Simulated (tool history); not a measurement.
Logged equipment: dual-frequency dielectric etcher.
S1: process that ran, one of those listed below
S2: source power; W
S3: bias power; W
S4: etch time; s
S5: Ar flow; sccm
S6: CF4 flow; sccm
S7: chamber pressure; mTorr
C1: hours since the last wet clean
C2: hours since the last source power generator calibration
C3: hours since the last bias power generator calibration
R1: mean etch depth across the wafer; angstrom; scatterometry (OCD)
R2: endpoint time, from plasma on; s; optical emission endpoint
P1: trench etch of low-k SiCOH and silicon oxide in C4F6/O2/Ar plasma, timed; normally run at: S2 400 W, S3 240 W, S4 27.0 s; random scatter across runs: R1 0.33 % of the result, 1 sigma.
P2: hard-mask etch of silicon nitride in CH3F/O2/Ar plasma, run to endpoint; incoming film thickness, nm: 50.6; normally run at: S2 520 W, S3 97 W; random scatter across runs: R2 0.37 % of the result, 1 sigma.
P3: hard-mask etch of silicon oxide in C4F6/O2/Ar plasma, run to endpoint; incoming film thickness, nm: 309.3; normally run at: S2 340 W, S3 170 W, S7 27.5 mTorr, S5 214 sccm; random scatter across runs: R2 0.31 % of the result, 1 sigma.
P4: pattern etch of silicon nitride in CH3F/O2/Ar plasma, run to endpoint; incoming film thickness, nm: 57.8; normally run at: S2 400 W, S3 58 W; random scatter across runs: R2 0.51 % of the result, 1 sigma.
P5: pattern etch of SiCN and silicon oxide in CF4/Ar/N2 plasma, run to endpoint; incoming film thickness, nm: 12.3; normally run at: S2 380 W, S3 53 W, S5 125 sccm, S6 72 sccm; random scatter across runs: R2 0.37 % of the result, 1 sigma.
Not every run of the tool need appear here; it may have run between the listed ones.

| run | hour | S1 | S2 | S3 | S4 | S5 | S6 | S7 | C1 | C2 | C3 | R1 | R2 |
|---|---|---|---|---|---|---|---|---|---|---|---|---|---|
| 1 | 7.5 | P1 | 400 | 240 | 27.0 |  |  |  | 206.1 | 3623.9 | 1527.6 | 891.87 |  |
| 2 | 16.5 | P5 | 380 | 53 |  | 152 | 72 |  | 215.1 | 3632.9 | 1536.6 |  | 19.040 |
| 3 | 23.6 | P3 | 340 | 233 |  | 214 |  | 27.5 | 222.2 | 3640.0 | 1543.7 |  | 92.351 |
| 4 | 33.3 | P2 | 520 | 97 |  |  |  |  | 231.9 | 3649.7 | 1553.4 |  | 58.127 |
| 5 | 42.6 | P1 | 400 | 240 | 17.5 |  |  |  | 241.2 | 3659.0 | 1562.7 | 575.09 |  |
| 6 | 49.1 | P1 | 310 | 240 | 27.0 |  |  |  | 247.7 | 3665.5 | 1569.2 | 807.34 |  |
| 7 | 58.5 | P4 | 400 | 80 |  |  |  |  | 257.1 | 3674.9 | 1578.6 |  | 79.210 |
| 8 | 68.7 | P4 | 270 | 58 |  |  |  |  | 267.3 | 3685.1 | 1588.8 |  | 101.660 |
| 9 | 79.0 | P2 | 520 | 97 |  |  |  |  | 277.6 | 3695.4 | 1599.1 |  | 58.388 |
| 10 | 85.4 | P3 | 340 | 170 |  | 214 |  | 27.5 | 284.0 | 3701.8 | 1605.5 |  | 102.780 |
| 11 | 94.3 | P1 | 400 | 146 | 27.0 |  |  |  | 292.9 | 3710.7 | 1614.4 | 756.54 |  |
| 12 | 100.1 | P1 | 400 | 240 | 27.0 |  |  |  | 298.7 | 3716.5 | 1620.2 | 883.95 |  |
| 13 | 108.3 | P1 | 330 | 240 | 35.0 |  |  |  | 306.9 | 3724.7 | 1628.4 | 1078.20 |  |
| 14 | 117.5 | P3 | 340 | 170 |  | 138 |  | 27.5 | 316.1 | 3733.9 | 1637.6 |  | 97.100 |
| 15 | 124.4 | P3 | 340 | 170 |  | 214 |  | 36.5 | 323.0 | 3740.8 | 1644.5 |  | 105.890 |
| 16 | 133.0 | P5 | 280 | 53 |  | 125 | 72 |  | 331.6 | 3749.4 | 1653.1 |  | 23.984 |
| 17 | 141.6 | P5 | 380 | 38 |  | 125 | 72 |  | 340.2 | 3758.0 | 1661.7 |  | 20.489 |
| 18 | 151.9 | P2 | 520 | 126 |  |  |  |  | 350.5 | 3768.3 | 1672.0 |  | 52.812 |
| 19 | 156.7 | P4 | 400 | 58 |  |  |  |  | 355.3 | 3773.1 | 1676.8 |  | 87.531 |
| 20 | 167.3 | P5 | 380 | 53 |  | 125 | 51 |  | 365.9 | 3783.7 | 1687.4 |  | 19.652 |
| 21 | 173.7 | P1 | 400 | 240 | 27.0 |  |  |  | 372.3 | 3790.1 | 1693.8 | 887.22 |  |

Estimate the outcome of run 22 from the log above:
| 22 | 180.4 | P1 | 560 | 240 | 27.0 |  |  |  | 379.0 | 3796.8 | 1700.5 | ? |  |

{"run 22": {"R1": 1014.8}}
